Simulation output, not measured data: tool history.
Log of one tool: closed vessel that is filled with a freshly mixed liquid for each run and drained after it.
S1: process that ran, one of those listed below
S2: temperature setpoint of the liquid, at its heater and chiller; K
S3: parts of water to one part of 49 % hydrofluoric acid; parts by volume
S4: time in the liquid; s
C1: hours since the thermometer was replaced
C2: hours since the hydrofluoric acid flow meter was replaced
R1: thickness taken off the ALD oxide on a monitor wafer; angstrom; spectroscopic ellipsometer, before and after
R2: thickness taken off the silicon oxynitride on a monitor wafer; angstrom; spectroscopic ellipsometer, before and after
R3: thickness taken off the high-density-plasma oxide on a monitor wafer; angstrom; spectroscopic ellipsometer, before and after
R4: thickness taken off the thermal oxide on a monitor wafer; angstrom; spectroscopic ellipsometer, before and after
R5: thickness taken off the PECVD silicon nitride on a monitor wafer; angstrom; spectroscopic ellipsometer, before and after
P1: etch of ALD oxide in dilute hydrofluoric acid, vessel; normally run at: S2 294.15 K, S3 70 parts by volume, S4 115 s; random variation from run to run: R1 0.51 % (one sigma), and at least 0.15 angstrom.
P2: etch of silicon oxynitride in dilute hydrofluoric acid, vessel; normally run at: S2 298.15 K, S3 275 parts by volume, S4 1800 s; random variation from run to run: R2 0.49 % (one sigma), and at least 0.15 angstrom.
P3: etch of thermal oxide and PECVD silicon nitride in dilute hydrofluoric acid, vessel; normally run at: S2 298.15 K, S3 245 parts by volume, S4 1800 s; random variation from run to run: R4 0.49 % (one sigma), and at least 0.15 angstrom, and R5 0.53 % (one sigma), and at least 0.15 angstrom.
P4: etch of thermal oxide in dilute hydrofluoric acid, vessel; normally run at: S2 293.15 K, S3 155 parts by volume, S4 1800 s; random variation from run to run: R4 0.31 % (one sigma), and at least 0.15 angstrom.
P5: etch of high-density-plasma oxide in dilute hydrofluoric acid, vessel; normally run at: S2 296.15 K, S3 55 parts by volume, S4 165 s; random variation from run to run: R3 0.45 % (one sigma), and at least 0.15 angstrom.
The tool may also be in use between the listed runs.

{"run": 1, "hour": 2.9, "S1": "P1", "S2": 294.15, "S3": 70, "S4": 115, "C1": 599.3, "C2": 869.8, "R1": 224.07}
{"run": 2, "hour": 6.8, "S1": "P1", "S2": 294.15, "S3": 70, "S4": 115, "C1": 603.2, "C2": 873.7, "R1": 226.02}
{"run": 3, "hour": 10.4, "S1": "P2", "S2": 298.15, "S3": 275, "S4": 1800, "C1": 606.8, "C2": 877.3, "R2": 210.48}
{"run": 4, "hour": 13.1, "S1": "P5", "S2": 296.15, "S3": 55, "S4": 165, "C1": 609.5, "C2": 880, "R3": 154.42}
{"run": 5, "hour": 16.5, "S1": "P5", "S2": 296.15, "S3": 20, "S4": 165, "C1": 612.9, "C2": 883.4, "R3": 446.4}
{"run": 6, "hour": 20.7, "S1": "P1", "S2": 294.15, "S3": 20, "S4": 115, "C1": 617.1, "C2": 887.6, "R1": 826.88}
{"run": 7, "hour": 23.9, "S1": "P5", "S2": 296.15, "S3": 55, "S4": 330, "C1": 620.3, "C2": 890.8, "R3": 310.22}
{"run": 8, "hour": 28.8, "S1": "P2", "S2": 298.15, "S3": 275, "S4": 3430, "C1": 625.2, "C2": 895.7, "R2": 398.3}
{"run": 9, "hour": 34.0, "S1": "P3", "S2": 298.15, "S3": 245, "S4": 3520, "C1": 630.4, "C2": 900.9, "R4": 611.5, "R5": 882.31}
{"run": 10, "hour": 38.4, "S1": "P5", "S2": 303.15, "S3": 55, "S4": 165, "C1": 634.8, "C2": 905.3, "R3": 205.34}
{"run": 11, "hour": 41.5, "S1": "P4", "S2": 293.15, "S3": 270, "S4": 1800, "C1": 637.9, "C2": 908.4, "R4": 226.33}
{"run": 12, "hour": 46.9, "S1": "P1", "S2": 290.15, "S3": 25, "S4": 115, "C1": 643.3, "C2": 913.8, "R1": 551.92}
{"run": 13, "hour": 50.3, "S1": "P4", "S2": 293.15, "S3": 155, "S4": 1800, "C1": 646.7, "C2": 917.2, "R4": 442.25}
{"run": 14, "hour": 54.2, "S1": "P3", "S2": 298.15, "S3": 445, "S4": 1800, "C1": 650.6, "C2": 921.1, "R4": 141, "R5": 248.85}
{"run": 15, "hour": 59.7, "S1": "P1", "S2": 290.15, "S3": 70, "S4": 30, "C1": 656.1, "C2": 926.6, "R1": 49.379}
{"run": 16, "hour": 63.6, "S1": "P2", "S2": 298.15, "S3": 470, "S4": 1800, "C1": 660, "C2": 930.5, "R2": 107.42}
{"run": 17, "hour": 68.3, "S1": "P3", "S2": 298.15, "S3": 245, "S4": 1800, "C1": 664.7, "C2": 935.2, "R4": 309.53, "R5": 454.46}
{"run": 18, "hour": 72.3, "S1": "P3", "S2": 304.65, "S3": 245, "S4": 1800, "C1": 668.7, "C2": 939.2, "R4": 390.54, "R5": 664.34}
{"run": 19, "hour": 76.8, "S1": "P1", "S2": 294.15, "S3": 70, "S4": 210, "C1": 673.2, "C2": 943.7, "R1": 411.7}
{"hour": 80.2, "done": "thermometer replaced"}
{"run": 20, "hour": 81.9, "S1": "P2", "S2": 298.15, "S3": 275, "S4": 1800, "C1": 1.8, "C2": 948.8, "R2": 207.9}
{"run": 21, "hour": 85.6, "S1": "P1", "S2": 294.15, "S3": 120, "S4": 115, "C1": 5.5, "C2": 952.5, "R1": 123.4}
{"run": 22, "hour": 89.1, "S1": "P2", "S2": 290.65, "S3": 275, "S4": 1800, "C1": 9, "C2": 956, "R2": 148.99}
{"run": 23, "hour": 92.8, "S1": "P4", "S2": 290.15, "S3": 155, "S4": 1800, "C1": 12.7, "C2": 959.7, "R4": 391.29}
{"run": 24, "hour": 98.1, "S1": "P1", "S2": 294.15, "S3": 70, "S4": 115, "C1": 18, "C2": 965, "R1": 224.55}
{"run": 25, "hour": 102.5, "S1": "P1", "S2": 290.15, "S3": 70, "S4": 115, "C1": 22.4, "C2": 969.4, "R1": 187.6}
{"run": 26, "hour": 107.9, "S1": "P1", "S2": 294.15, "S3": 70, "S4": 50, "C1": 27.8, "C2": 974.8, "R1": 97.7}
{"run": 27, "hour": 112.1, "S1": "P4", "S2": 293.15, "S3": 155, "S4": 3280, "C1": 32, "C2": 979, "R4": 807}
{"run": 28, "hour": 117.4, "S1": "P1", "S2": 298.65, "S3": 70, "S4": 115, "C1": 37.3, "C2": 984.3, "R1": 269.44}
{"run": 29, "hour": 121.0, "S1": "P1", "S2": 294.15, "S3": 70, "S4": 115, "C1": 40.9, "C2": 987.9, "R1": 225.04}
{"run": 30, "hour": 126.5, "S1": "P5", "S2": 296.15, "S3": 55, "S4": 165, "C1": 46.4, "C2": 993.4, "R3": 154.79}
{"run": 31, "hour": 131.7, "S1": "P1", "S2": 294.15, "S3": 70, "S4": 115, "C1": 51.6, "C2": 998.6, "R1": 223.9}
{"run": 32, "hour": 136.0, "S1": "P1", "S2": 294.15, "S3": 70, "S4": 115, "C1": 55.9, "C2": 1002.9, "R1": 215.58}
{"run": 33, "hour": 141.3, "S1": "P1", "S2": 294.15, "S3": 70, "S4": 115, "C1": 61.2, "C2": 1008.2, "R1": 209.11}
{"run": 34, "hour": 144.4, "S1": "P1", "S2": 294.15, "S3": 70, "S4": 115, "C1": 64.3, "C2": 1011.3, "R1": 211.47}
{"run": 35, "hour": 147.2, "S1": "P1", "S2": 294.15, "S3": 70, "S4": 115, "C1": 67.1, "C2": 1014.1, "R1": 208.99}
{"run": 36, "hour": 149.8, "S1": "P1", "S2": 294.15, "S3": 70, "S4": 115, "C1": 69.7, "C2": 1016.7, "R1": 207.77}
{"run": 37, "hour": 152.2, "S1": "P1", "S2": 294.15, "S3": 70, "S4": 115, "C1": 72.1, "C2": 1019.1, "R1": 207.69}
{"run": 38, "hour": 157.3, "S1": "P1", "S2": 294.15, "S3": 70, "S4": 115, "C1": 77.2, "C2": 1024.2, "R1": 208.27}

What P1 gives has crept away from where it was. These 2 causes fit the log equally well, each at the size given:
A: hydrofluoric acid flow below the setpoint (%) = 6.7
B: liquid colder than its thermometer reads (K) = 1.8
The creep began at about hour 131.7.

4 check runs are offered, one wafer each, their results left as question marks. Which one tells the causes apart?
{"run": "check 1", "hour": 162.4, "S1": "P5", "S2": 296.15, "S3": 20, "S4": 165, "R3": "?"}
{"run": "check 2", "hour": 162.4, "S1": "P4", "S2": 290.15, "S3": 155, "S4": 1800, "R4": "?"}
{"run": "check 3", "hour": 162.4, "S1": "P2", "S2": 291.65, "S3": 275, "S4": 1800, "R2": "?"}
{"run": "check 4", "hour": 162.4, "S1": "P3", "S2": 301.65, "S3": 330, "S4": 1800, "R4": "?", "R5": "?"}

What each check would give under each cause:
check=check_1 result=R3 if_A=415.82 if_B=413.5
check=check_2 result=R4 if_A=361.8 if_B=363.89
check=check_3 result=R2 if_A=144.77 if_B=144.46
check=check_4 result=R4 if_A=217.28 if_B=225.02
check=check_4 result=R5 if_A=384.99 if_B=372.09
How far apart the two closest causes lie, in the result that separates them most: check 1 0.56 %; check 2 0.58 %; check 3 0.21 %; check 4 3.5 %
Only check 4 tells the causes apart: in the others they would give nearly the same result.

Then check 4 was run and gave: R4 217.52 angstrom; R5 385.7 angstrom. Which cause is it?

It is A: hydrofluoric acid flow below the setpoint (%).

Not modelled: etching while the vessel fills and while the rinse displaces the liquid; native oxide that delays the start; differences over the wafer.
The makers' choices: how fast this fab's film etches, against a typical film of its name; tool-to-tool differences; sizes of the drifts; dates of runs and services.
